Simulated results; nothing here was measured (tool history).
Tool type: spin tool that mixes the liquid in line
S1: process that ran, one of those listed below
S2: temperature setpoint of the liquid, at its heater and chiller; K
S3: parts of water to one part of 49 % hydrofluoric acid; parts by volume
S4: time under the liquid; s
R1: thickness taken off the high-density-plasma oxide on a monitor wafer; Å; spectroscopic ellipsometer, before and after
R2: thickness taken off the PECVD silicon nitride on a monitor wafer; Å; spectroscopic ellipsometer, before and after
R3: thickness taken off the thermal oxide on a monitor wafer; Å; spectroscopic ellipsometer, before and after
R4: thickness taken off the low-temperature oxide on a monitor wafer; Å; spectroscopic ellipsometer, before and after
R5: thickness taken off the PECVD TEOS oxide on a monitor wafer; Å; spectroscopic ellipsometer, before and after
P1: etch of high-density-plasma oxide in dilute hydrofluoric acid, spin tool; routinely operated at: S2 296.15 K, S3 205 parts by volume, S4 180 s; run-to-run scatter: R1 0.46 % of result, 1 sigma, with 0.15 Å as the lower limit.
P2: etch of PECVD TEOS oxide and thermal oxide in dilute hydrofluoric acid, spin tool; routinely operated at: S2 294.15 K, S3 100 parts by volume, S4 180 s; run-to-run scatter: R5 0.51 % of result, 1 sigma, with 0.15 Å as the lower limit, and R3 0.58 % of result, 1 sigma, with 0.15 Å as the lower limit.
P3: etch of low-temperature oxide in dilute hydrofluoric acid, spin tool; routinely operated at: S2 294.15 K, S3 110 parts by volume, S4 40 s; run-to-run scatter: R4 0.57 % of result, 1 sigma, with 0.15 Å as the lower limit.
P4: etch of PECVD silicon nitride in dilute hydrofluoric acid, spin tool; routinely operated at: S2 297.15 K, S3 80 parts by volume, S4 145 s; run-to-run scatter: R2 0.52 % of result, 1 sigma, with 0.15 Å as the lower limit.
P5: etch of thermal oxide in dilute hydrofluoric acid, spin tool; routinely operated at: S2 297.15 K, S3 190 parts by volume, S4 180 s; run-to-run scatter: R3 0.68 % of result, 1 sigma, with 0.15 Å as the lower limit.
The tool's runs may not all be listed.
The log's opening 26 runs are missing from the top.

| run | hour | S1 | S2 | S3 | S4 | R1 | R2 | R3 | R4 | R5 |
|---|---|---|---|---|---|---|---|---|---|---|
| 27 | 314.6 | P1 | 290.15 | 205 | 180 | 49.912 |  |  |  |  |
| 28 | 324.3 | P1 | 296.15 | 205 | 85 | 29.696 |  |  |  |  |
| 29 | 340.9 | P2 | 294.15 | 100 | 330 |  |  | 143.91 |  | 247.29 |
| 30 | 348.8 | P3 | 294.15 | 65 | 40 |  |  |  | 140.2 |  |
| 31 | 356.6 | P1 | 296.15 | 205 | 180 | 63.375 |  |  |  |  |
| 32 | 372.6 | P1 | 296.15 | 205 | 180 | 65.495 |  |  |  |  |
| 33 | 381 | P1 | 296.15 | 205 | 180 | 65.306 |  |  |  |  |
| 34 | 396.9 | P1 | 296.15 | 205 | 180 | 65.518 |  |  |  |  |
| 35 | 406.5 | P1 | 296.15 | 205 | 180 | 66.656 |  |  |  |  |
| 36 | 421.8 | P1 | 296.15 | 205 | 180 | 66.251 |  |  |  |  |

Estimate the outcome of run 37 from the log above:
| 37 | 430.2 | P1 | 296.15 | 205 | 180 | ? |  |  |  |  |

R1: 66.422 Å
